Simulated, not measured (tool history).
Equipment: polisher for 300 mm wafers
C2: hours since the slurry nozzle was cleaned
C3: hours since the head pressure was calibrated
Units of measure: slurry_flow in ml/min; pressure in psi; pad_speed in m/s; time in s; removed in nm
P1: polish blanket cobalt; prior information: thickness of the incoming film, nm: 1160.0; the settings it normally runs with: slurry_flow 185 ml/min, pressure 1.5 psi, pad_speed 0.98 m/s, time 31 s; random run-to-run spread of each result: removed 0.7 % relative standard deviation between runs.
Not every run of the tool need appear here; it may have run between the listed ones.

Run 1, day 0.388: slurry_flow 185 ml/min, pressure 1.5 psi, pad_speed 0.98 m/s, time 31 s; wafers polished on this pad 780; C2 93.3; C3 205.9. Result: removed 129.27 nm.
Run 2, day 0.721: slurry_flow 185 ml/min, pressure 0.7 psi, pad_speed 0.98 m/s, time 18 s; wafers polished on this pad 930; C2 101.3; C3 213.9. Result: removed 34.971 nm.
Run 3, day 1.104: slurry_flow 185 ml/min, pressure 1.5 psi, pad_speed 0.98 m/s, time 31 s; wafers polished on this pad 1103; C2 110.5; C3 223.1. Result: removed 130.59 nm.
Run 4, day 1.458: slurry_flow 185 ml/min, pressure 1.5 psi, pad_speed 1.52 m/s, time 31 s; wafers polished on this pad 1263; C2 119; C3 231.6. Result: removed 202.21 nm.
Run 5, day 1.762: slurry_flow 185 ml/min, pressure 1.5 psi, pad_speed 0.98 m/s, time 31 s; wafers polished on this pad 1400; C2 126.3; C3 238.9. Result: removed 130.9 nm.
Run 6, day 2.171: slurry_flow 185 ml/min, pressure 1.5 psi, pad_speed 0.98 m/s, time 14 s; wafers polished on this pad 1585; C2 136.1; C3 248.7. Result: removed 58.962 nm.
Run 7, day 2.483: slurry_flow 185 ml/min, pressure 1.5 psi, pad_speed 0.98 m/s, time 31 s; wafers polished on this pad 1726; C2 143.6; C3 256.2. Result: removed 130.96 nm.
Run 8, day 2.788: slurry_flow 185 ml/min, pressure 1 psi, pad_speed 0.98 m/s, time 31 s; wafers polished on this pad 1863; C2 150.9; C3 263.5. Result: removed 85.804 nm.
At day 2.875: head pressure recalibrated.
Run 9, day 3.021: slurry_flow 185 ml/min, pressure 1.5 psi, pad_speed 0.44 m/s, time 31 s; wafers polished on this pad 1968; C2 156.5; C3 3.5. Result: removed 58.633 nm.
Run 10, day 3.312: slurry_flow 185 ml/min, pressure 1.9 psi, pad_speed 0.98 m/s, time 31 s; wafers polished on this pad 2100; C2 163.5; C3 10.5. Result: removed 167.08 nm.
Run 11, day 3.567: slurry_flow 285 ml/min, pressure 1.5 psi, pad_speed 0.98 m/s, time 31 s; wafers polished on this pad 2215; C2 169.6; C3 16.6. Result: removed 140.03 nm.
Run 12, day 3.788: slurry_flow 185 ml/min, pressure 1.5 psi, pad_speed 0.98 m/s, time 49 s; wafers polished on this pad 2315; C2 174.9; C3 21.9. Result: removed 206.31 nm.
Run 13, day 4.104: slurry_flow 185 ml/min, pressure 2.1 psi, pad_speed 0.98 m/s, time 46 s; wafers polished on this pad 2458; C2 182.5; C3 29.5. Result: removed 269.37 nm.
Run 14, day 4.325: slurry_flow 110 ml/min, pressure 1.5 psi, pad_speed 0.98 m/s, time 31 s; wafers polished on this pad 2557; C2 187.8; C3 34.8. Result: removed 119.07 nm.
Run 15, day 4.75: slurry_flow 185 ml/min, pressure 1.5 psi, pad_speed 0.98 m/s, time 31 s; wafers polished on this pad 2749; C2 198; C3 45. Result: removed 132.63 nm.
Run 16, day 5.2: slurry_flow 185 ml/min, pressure 1.5 psi, pad_speed 0.98 m/s, time 31 s; wafers polished on this pad 2952; C2 208.8; C3 55.8. Result: removed 130.63 nm.
Run 17, day 5.562: slurry_flow 185 ml/min, pressure 1.5 psi, pad_speed 0.98 m/s, time 31 s; wafers polished on this pad 3116; C2 217.5; C3 64.5. Result: removed 125.05 nm.
Run 18, day 5.854: slurry_flow 185 ml/min, pressure 1.5 psi, pad_speed 0.98 m/s, time 31 s; wafers polished on this pad 3248; C2 224.5; C3 71.5. Result: removed 123.41 nm.
At day 5.9: head pressure recalibrated.
Run 19, day 6.188: slurry_flow 185 ml/min, pressure 1.5 psi, pad_speed 0.98 m/s, time 31 s; wafers polished on this pad 3398; C2 232.5; C3 7. Result: removed 121.88 nm.
Run 20, day 6.438: slurry_flow 185 ml/min, pressure 1.5 psi, pad_speed 0.98 m/s, time 31 s; wafers polished on this pad 3511; C2 238.5; C3 13. Result: removed 122.14 nm.
Run 21, day 6.675: slurry_flow 185 ml/min, pressure 1.5 psi, pad_speed 0.98 m/s, time 31 s; wafers polished on this pad 3618; C2 244.2; C3 18.7. Result: removed 119.74 nm.
Run 22, day 7.025: slurry_flow 185 ml/min, pressure 1.5 psi, pad_speed 0.98 m/s, time 31 s; wafers polished on this pad 3776; C2 252.6; C3 27.1. Result: removed 120.28 nm.

P1 no longer gives what it gave before; its output has crept away from where it was. The following 2 causes, each at its listed size, fit the log equally well:
A: slurry flow missing at the pad, % = 37.2
B: removal rate lost through wear of the pad, % = 7.95
The gradual shift began around day 5.2.
The rest of the possible causes, and what rules out each one:
head's pressure below its setpoint, %: serviced at day 5.9, which brought nothing back

4 check runs are offered, each on 5 wafers whose results are averaged, their results left as question marks. Which one tells the causes apart?
Run check 1, day 7.375: slurry_flow 185 ml/min, pressure 1.2 psi, pad_speed 1.18 m/s, time 31 s. Result: removed ?.
Run check 2, day 7.375: slurry_flow 185 ml/min, pressure 1.5 psi, pad_speed 0.44 m/s, time 24 s. Result: removed ?.
Run check 3, day 7.375: slurry_flow 280 ml/min, pressure 1.5 psi, pad_speed 0.98 m/s, time 31 s. Result: removed ?.
Run check 4, day 7.375: slurry_flow 185 ml/min, pressure 1.2 psi, pad_speed 0.98 m/s, time 21 s. Result: removed ?.

Outcome of each check run for each possible cause:
  check   result    if A    if B
check 1  removed  115.89  115.91
check 2  removed  41.819  41.825
check 3  removed  129.75  126.37
check 4  removed    65.2   65.21
How far apart the two closest causes lie, in the result that separates them most: check 1 0.01 %; check 2 0.01 %; check 3 2.64 %; check 4 0.01 %
The other checks would show nearly matching results whichever cause is true, so check 3 is the only one that separates the causes.

The results of check 3 are: removed 126.75 nm. Based on these, which of the listed causes is it?

It is B: removal rate lost through wear of the pad, %.
